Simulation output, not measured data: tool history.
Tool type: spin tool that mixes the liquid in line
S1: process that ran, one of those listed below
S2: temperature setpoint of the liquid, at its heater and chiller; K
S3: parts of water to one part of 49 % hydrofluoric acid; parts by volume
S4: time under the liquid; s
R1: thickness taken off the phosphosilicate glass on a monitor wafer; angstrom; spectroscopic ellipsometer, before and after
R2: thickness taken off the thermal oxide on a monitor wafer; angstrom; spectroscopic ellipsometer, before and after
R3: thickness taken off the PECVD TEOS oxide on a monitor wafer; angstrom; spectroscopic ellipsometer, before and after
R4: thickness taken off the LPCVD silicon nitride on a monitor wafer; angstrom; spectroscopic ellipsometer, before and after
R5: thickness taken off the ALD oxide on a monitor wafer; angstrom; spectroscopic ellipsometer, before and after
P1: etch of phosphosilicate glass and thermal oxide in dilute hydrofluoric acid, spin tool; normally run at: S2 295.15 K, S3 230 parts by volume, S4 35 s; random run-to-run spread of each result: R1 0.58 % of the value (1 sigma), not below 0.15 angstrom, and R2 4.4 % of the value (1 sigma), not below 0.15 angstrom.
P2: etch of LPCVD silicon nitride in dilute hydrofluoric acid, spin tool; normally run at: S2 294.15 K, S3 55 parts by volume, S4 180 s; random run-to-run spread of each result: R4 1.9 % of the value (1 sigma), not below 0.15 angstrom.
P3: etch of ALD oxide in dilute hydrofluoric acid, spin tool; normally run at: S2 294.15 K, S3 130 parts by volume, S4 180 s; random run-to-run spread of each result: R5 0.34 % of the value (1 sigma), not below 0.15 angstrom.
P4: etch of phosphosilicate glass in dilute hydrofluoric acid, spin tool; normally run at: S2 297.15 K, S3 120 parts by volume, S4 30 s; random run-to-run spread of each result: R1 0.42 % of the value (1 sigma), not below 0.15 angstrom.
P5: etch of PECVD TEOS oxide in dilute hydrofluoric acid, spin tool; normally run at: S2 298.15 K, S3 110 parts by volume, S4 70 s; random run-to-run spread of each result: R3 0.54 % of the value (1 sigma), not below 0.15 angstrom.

run	hour	S1	S2	S3	S4	R1	R2	R3	R4	R5
1	7.6	P1	295.15	230	35	152.690	5.5035			
2	16.7	P1	295.15	230	35	152.530	6.0375			
3	26.5	P5	298.15	165	70			104.300		
4	35.2	P1	290.15	230	35	126.120	4.9351			
5	44.8	P2	294.15	55	180				12.0050	
6	53.5	P1	295.15	230	35	152.290	6.1255			
7	58.9	P5	298.15	110	70			165.350		
8	65.2	P4	290.15	120	30	310.620				
9	72.6	P1	295.15	230	65	283.490	11.6630			
10	79.8	P4	297.15	120	30	409.490				
11	84.9	P1	295.15	320	35	100.770	3.4937			
12	93.2	P3	302.15	130	180					217.020
13	103.1	P5	298.15	110	70			166.240		
14	109.2	P2	294.15	30	180				21.0920	
15	120.4	P4	297.15	120	15	203.480				
16	129.3	P1	295.15	230	15	65.317	2.2706			
17	135.2	P1	295.15	230	35	150.350	5.7467			
18	145.0	P1	295.15	100	35	403.170	14.9620			
19	152.2	P1	290.15	230	15	54.358	2.1332			
20	160.3	P5	303.15	110	70			198.520		
21	166.7	P3	294.15	130	180					161.470
22	173.9	P2	294.15	55	365				23.4110	
23	185.6	P2	290.15	55	180				8.7758	
24	195.9	P4	297.15	120	30	405.830				
25	207.2	P3	294.15	130	180					160.780
26	218.5	P1	290.15	105	35	312.910	12.4500			
27	225.3	P1	302.15	325	35	123.840	4.9563			
28	230.9	P4	297.15	185	30	246.570				
29	240.2	P3	294.15	235	180					79.663
30	245.4	P1	303.15	230	35	202.370	7.1042			
31	252.7	P5	298.15	110	25			59.066		
32	264.2	P1	295.15	230	35	152.470	5.6401			
33	273.1	P3	294.15	130	90					80.118
34	280.5	P1	295.15	230	35	152.060	6.1973			
35	290.2	P1	295.15	230	35	157.630	6.0335			
36	296.4	P1	295.15	230	35	160.280	6.0531			
37	308.3	P1	295.15	230	35	163.040	6.3120			
38	314.0	P1	295.15	230	35	161.860	5.9695			
39	320.6	P1	295.15	230	35	161.200	5.7940			
40	328.2	P1	295.15	230	35	163.230	6.8832			

Compared with where it was, what P1 gives has crept away. Each cause listed below fits the log as well as the rest, at the size given for it:
A: hydrofluoric acid flow above the setpoint (%) = 5.49
B: liquid hotter than its thermometer reads (K) = 1.79
The gradual shift began around hour 280.5.

Which of the check runs below tells the causes apart, meaning the causes would give it clearly different results? Each run uses 5 wafers whose results are averaged, and each result is shown as a question mark.
check 1	335.8	P3	294.15	220	100					?
check 2	335.8	P5	302.15	110	35			?		
check 3	335.8	P4	297.15	185	30	?				
check 4	335.8	P2	290.15	55	350				?	

What every check run would give for each of its results, assuming each possible cause in turn:
check	result	if A	if B
check 1	R5	51.168	51.276
check 2	R3	102.140	102.690
check 3	R1	261.910	262.470
check 4	R4	18.0000	19.3890
Per check, the gap between the least separated pair of causes, taken in the result that splits them most: check 1 0.21 %; check 2 0.54 %; check 3 0.21 %; check 4 7.44 %
Check 4 distinguishes between the causes, while the remaining checks would return nearly the same result for all of them.

Check 4 has now been run. It gave: R4 17.8220 angstrom. Which of the candidate causes is it?

The cause is A: hydrofluoric acid flow above the setpoint (%).

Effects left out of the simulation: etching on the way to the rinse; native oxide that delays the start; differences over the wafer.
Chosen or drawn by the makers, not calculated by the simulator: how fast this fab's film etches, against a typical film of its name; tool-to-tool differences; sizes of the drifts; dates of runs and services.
